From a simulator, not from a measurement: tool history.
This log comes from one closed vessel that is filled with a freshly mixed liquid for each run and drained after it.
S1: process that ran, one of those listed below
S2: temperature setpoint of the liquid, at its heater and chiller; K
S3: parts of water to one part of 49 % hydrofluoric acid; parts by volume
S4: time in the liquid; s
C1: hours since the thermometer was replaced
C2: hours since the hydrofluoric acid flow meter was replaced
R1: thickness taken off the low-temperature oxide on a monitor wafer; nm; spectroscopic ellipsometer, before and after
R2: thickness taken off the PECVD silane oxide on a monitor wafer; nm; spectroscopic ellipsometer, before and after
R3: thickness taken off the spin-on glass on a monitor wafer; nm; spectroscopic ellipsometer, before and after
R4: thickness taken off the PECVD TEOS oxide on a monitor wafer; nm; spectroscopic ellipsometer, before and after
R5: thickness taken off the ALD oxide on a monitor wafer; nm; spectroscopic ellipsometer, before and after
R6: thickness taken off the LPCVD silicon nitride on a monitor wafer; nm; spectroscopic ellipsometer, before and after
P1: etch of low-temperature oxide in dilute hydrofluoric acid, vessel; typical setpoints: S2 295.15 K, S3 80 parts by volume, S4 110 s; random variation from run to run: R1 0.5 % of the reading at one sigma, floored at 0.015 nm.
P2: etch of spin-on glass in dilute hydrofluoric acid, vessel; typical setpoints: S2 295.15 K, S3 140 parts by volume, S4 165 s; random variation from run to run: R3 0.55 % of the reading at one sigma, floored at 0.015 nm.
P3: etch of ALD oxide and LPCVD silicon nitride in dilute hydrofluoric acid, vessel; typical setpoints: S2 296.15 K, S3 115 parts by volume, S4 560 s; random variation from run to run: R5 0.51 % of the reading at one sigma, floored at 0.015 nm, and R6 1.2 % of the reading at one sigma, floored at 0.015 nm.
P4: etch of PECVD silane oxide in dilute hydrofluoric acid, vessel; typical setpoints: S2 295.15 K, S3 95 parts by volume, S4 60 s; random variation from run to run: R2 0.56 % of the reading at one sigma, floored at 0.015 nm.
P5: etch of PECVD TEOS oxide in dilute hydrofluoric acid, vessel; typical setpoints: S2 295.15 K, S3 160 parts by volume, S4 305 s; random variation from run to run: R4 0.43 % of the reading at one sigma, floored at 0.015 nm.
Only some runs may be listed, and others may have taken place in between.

run	day	S1	S2	S3	S4	C1	C2	R1	R2	R3	R4	R5	R6
1	0.45	P1	295.15	80	110	916.5	861.3	17.477					
2	0.858	P1	295.15	80	110	926.3	871.1	17.593					
3	1.538	P4	295.15	95	60	942.6	887.4		27.967				
4	2.208	P2	295.15	140	165	958.7	903.5			37.925			
5	2.754	P4	295.15	20	60	971.8	916.6		145.38				
6	3.338	P4	303.15	95	60	985.8	930.6		38.535				
7	3.846	P5	295.15	160	530	998	942.8				27.958		
8	4.529	P1	290.15	80	165	1014.4	959.2	21.284					
9	5.083	P3	296.15	115	850	1027.7	972.5					64.71	2.9707
10	5.542	P1	295.15	80	110	1038.7	983.5	17.461					
11	5.858	P2	295.15	50	165	1046.3	991.1			118.69			
12	6.342	P2	295.15	140	165	1057.9	1002.7			38.476			
13	6.746	P4	295.15	95	110	1067.6	1012.4		51.052				
14	7.429	P1	290.15	80	30	1084	1028.8	3.9007					
15	7.904	P5	295.15	70	305	1095.4	1040.2				40.986		
16	8.483	P1	295.15	80	110	1109.3	1054.1	17.614					
17	8.933	P2	290.15	140	165	1120.1	1064.9			31.545			
18	9.525	P1	295.15	30	110	1134.3	1079.1	49.745					
19	9.854	P2	295.15	140	310	1142.2	1087			71.552			
20	10.533	P3	296.15	115	560	1158.5	1103.3					42.808	2.0206
21	11.021	P1	295.15	80	110	1170.2	1115	17.541					
22	11.358	P1	295.15	145	110	1178.3	1123.1	8.9576					
23	12.092	P1	295.15	80	40	1195.9	1140.7	6.4054					
24	12.446	P1	290.15	80	195	1204.4	1149.2	25.35					
25	12.838	P3	296.15	115	560	1213.8	1158.6					42.74	1.9901
26	13.192	P1	295.15	80	110	1222.3	1167.1	17.554					
27	13.6	P5	295.15	160	305	1232.1	1176.9				16.12		
28	14.146	P1	295.15	80	110	1245.2	1190	17.37					
29	14.654	P3	303.65	115	560	1257.4	1202.2					56.853	3.2428
30	15.062	P3	296.15	185	560	1267.2	1212					24.607	1.3059
31	15.771	P1	300.15	80	110	1284.2	1229	21.542					
32	16.204	P5	300.15	160	305	1294.6	1239.4				19.436		
33	16.796	P1	290.15	80	110	1308.8	1253.6	14.231					

What does the tool deliver on the next run?
34	17.462	P1	295.15	80	170	1324.8	1269.6	?					

Logged for run 34: R1 27.179 nm.
